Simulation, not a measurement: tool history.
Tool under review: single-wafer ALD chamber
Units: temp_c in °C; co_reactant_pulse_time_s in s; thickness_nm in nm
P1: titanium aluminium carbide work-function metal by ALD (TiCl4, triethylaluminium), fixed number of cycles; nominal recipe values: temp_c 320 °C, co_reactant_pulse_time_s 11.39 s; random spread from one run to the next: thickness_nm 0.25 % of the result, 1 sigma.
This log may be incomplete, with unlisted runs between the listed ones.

run,hour,temp_c,co_reactant_pulse_time_s,hours since the last thermocouple change,hours since the last triethylaluminium bottle change,thickness_nm
1,16.4,320,11.39,531.3,190.2,2.1765
2,28.5,299,7.77,543.4,202.3,1.8887
# hour 30.0: triethylaluminium bottle replaced
3,43.2,320,11.39,558.1,13.2,2.1727
4,52.5,320,11.39,567.4,22.5,2.1827
5,60.7,344,11.39,575.6,30.7,2.3832
6,74.9,339,16.34,589.8,44.9,2.3668
7,83.5,296,11.39,598.4,53.5,1.9654
8,91.1,320,11.39,606.0,61.1,2.1665
9,106.3,320,11.39,621.2,76.3,2.1740
10,113.9,335,5.27,628.8,83.9,1.9593
11,122.9,320,15.42,637.8,92.9,2.1978
12,138.4,320,4.31,653.3,108.4,1.7094
13,153.0,320,11.39,667.9,123.0,2.1806
14,168.8,320,11.39,683.7,138.8,2.1532
15,179.4,320,11.39,694.3,149.4,2.1448
16,189.2,320,11.39,704.1,159.2,2.1343
17,204.5,320,11.39,719.4,174.5,2.1396

The next listed run, before its measurement:
18,214.7,320,11.39,729.6,184.7,?

{"run 18": {"thickness_nm": 2.1299}}

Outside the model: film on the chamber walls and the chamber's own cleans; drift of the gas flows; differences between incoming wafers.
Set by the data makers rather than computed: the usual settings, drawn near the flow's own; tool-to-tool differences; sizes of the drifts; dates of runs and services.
